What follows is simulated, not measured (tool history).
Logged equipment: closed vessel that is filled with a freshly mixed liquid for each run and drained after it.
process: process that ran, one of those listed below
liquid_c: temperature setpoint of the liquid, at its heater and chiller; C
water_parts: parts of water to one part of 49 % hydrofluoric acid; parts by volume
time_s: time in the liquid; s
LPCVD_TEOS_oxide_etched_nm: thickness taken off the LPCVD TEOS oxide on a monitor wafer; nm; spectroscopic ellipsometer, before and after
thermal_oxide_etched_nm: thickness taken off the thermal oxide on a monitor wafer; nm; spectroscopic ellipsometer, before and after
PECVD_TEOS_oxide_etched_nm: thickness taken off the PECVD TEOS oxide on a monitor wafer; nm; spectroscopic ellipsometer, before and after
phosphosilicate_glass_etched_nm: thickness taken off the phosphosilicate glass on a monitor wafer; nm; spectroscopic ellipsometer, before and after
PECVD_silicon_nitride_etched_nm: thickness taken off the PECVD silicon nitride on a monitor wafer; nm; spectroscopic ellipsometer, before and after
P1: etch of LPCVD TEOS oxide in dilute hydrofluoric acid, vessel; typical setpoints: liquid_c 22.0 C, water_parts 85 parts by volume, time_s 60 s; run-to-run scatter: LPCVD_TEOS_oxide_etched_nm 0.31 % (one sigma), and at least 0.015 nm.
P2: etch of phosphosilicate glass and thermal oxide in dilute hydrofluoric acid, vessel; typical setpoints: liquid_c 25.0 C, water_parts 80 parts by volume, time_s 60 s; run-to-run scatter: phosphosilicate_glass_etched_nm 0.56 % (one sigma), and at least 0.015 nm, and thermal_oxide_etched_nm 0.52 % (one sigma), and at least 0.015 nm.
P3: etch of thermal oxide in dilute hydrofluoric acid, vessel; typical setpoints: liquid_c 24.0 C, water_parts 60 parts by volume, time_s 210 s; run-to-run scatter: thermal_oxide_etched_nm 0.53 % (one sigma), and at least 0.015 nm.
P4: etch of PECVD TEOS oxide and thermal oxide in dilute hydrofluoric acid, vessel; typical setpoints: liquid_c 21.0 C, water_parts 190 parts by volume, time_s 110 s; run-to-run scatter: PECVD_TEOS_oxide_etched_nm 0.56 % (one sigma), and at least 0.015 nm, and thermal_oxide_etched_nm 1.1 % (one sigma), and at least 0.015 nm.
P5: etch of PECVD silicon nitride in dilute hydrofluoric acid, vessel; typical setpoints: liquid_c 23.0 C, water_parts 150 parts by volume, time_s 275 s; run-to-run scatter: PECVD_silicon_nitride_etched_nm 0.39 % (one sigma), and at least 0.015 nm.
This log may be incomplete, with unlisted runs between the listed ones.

run,hour,process,liquid_c,water_parts,time_s,hours since the thermometer was replaced,hours since the hydrofluoric acid flow meter was replaced,LPCVD_TEOS_oxide_etched_nm,thermal_oxide_etched_nm,PECVD_TEOS_oxide_etched_nm,phosphosilicate_glass_etched_nm,PECVD_silicon_nitride_etched_nm
1,8.9,P1,22.0,85,60,553.2,473.8,21.953,,,,
2,13.4,P1,22.0,85,30,557.7,478.3,10.946,,,,
3,19.7,P1,29.5,85,60,564.0,484.6,29.447,,,,
4,25.0,P3,24.0,60,85,569.3,489.9,,7.31810,,,
5,33.0,P3,24.0,60,210,577.3,497.9,,18.18600,,,
6,38.1,P1,22.0,50,105,582.4,503.0,67.603,,,,
7,45.2,P4,21.0,190,110,589.5,510.1,,2.21950,8.4837,,
8,52.0,P1,22.0,85,60,596.3,516.9,21.728,,,,
9,56.8,P4,21.0,190,45,601.1,521.7,,0.91158,3.4713,,
10,65.6,P2,17.0,80,60,609.9,530.5,,2.77120,,48.580,
11,72.5,P2,25.0,80,115,616.8,537.4,,7.40690,,128.050,
12,79.8,P1,22.0,85,60,624.1,544.7,21.857,,,,
13,85.6,P4,21.0,40,110,629.9,550.5,,12.76600,47.8020,,
14,95.1,P1,22.0,85,115,639.4,560.0,41.888,,,,
15,101.0,P1,22.0,40,60,645.3,565.9,49.184,,,,
16,107.9,P1,22.0,85,60,652.2,572.8,21.974,,,,
17,115.2,P5,23.0,90,275,659.5,580.1,,,,,15.5950
18,122.3,P3,24.0,90,210,666.6,587.2,,11.57700,,,
19,127.3,P1,22.0,85,60,671.6,592.2,21.960,,,,
20,132.3,P5,23.0,150,275,676.6,597.2,,,,,9.4111
21,139.9,P5,31.5,150,275,684.2,604.8,,,,,15.9420
22,147.9,P2,25.0,35,60,692.2,612.8,,9.47220,,163.070,
23,153.6,P5,23.0,150,145,697.9,618.5,,,,,4.9635
24,158.0,P5,23.0,150,275,702.3,622.9,,,,,9.4093
25,164.9,P1,22.0,135,60,709.2,629.8,12.992,,,,
26,174.2,P1,17.0,85,60,718.5,639.1,17.858,,,,
27,181.7,P3,31.0,60,210,726.0,646.6,,23.79400,,,
# hour 185.8: thermometer replaced
28,187.0,P2,25.0,80,60,1.3,651.9,,3.85370,,67.257,
29,192.2,P4,17.0,190,110,6.5,657.1,,1.92620,7.2050,,
30,199.2,P1,22.0,85,60,13.5,664.1,21.834,,,,
31,206.6,P4,21.0,190,110,20.9,671.5,,2.25430,8.3981,,
32,215.0,P1,22.0,85,60,29.3,679.9,21.786,,,,
33,221.7,P1,22.0,85,60,36.0,686.6,21.402,,,,
34,230.8,P1,22.0,85,60,45.1,695.7,20.946,,,,
35,235.4,P1,22.0,85,60,49.7,700.3,20.651,,,,
36,242.5,P1,22.0,85,60,56.8,707.4,20.606,,,,
37,248.5,P1,22.0,85,60,62.8,713.4,20.376,,,,
38,256.8,P1,22.0,85,60,71.1,721.7,20.383,,,,
39,263.6,P1,22.0,85,60,77.9,728.5,20.374,,,,
40,270.7,P1,22.0,85,60,85.0,735.6,20.355,,,,
41,275.1,P1,22.0,85,60,89.4,740.0,20.349,,,,

What P1 gives has crept off from where it sat before. The 2 causes that follow fit the log equally well, each at the size noted:
A: liquid colder than its thermometer reads (K) = 1.81
B: hydrofluoric acid flow below the setpoint (%) = 6.51
The creep began at about hour 215.0.

Question marks stand in for the results of the 4 check runs listed below, each run on one wafer. Under which run would the listed causes show clearly different results?
check 1,279.5,P4,21.0,190,110,,,,?,?,,
check 2,279.5,P3,24.0,60,210,,,,?,,,
check 3,279.5,P2,25.0,80,60,,,,?,,?,
check 4,279.5,P5,23.0,150,275,,,,,,,?

Outcome of each check run for each possible cause:
check,result,if A,if B
check 1,thermal_oxide_etched_nm,2.11800,2.09600
check 1,PECVD_TEOS_oxide_etched_nm,7.8798,7.7982
check 2,thermal_oxide_etched_nm,16.75500,16.78300
check 3,thermal_oxide_etched_nm,3.60390,3.59750
check 3,phosphosilicate_glass_etched_nm,62.452,62.340
check 4,PECVD_silicon_nitride_etched_nm,8.3562,8.8059
Gap, in per cent, between the two causes that each check separates least, read from the result that separates them most: check 1 1.04 %; check 2 0.17 %; check 3 0.18 %; check 4 5.24 %
Only check 4 tells the causes apart: in the others they would give nearly the same result.

Running check 4 produced the following: PECVD_silicon_nitride_etched_nm 8.3775 nm. Which one of the listed causes fits?

The correct cause is A, namely: liquid colder than its thermometer reads (K).
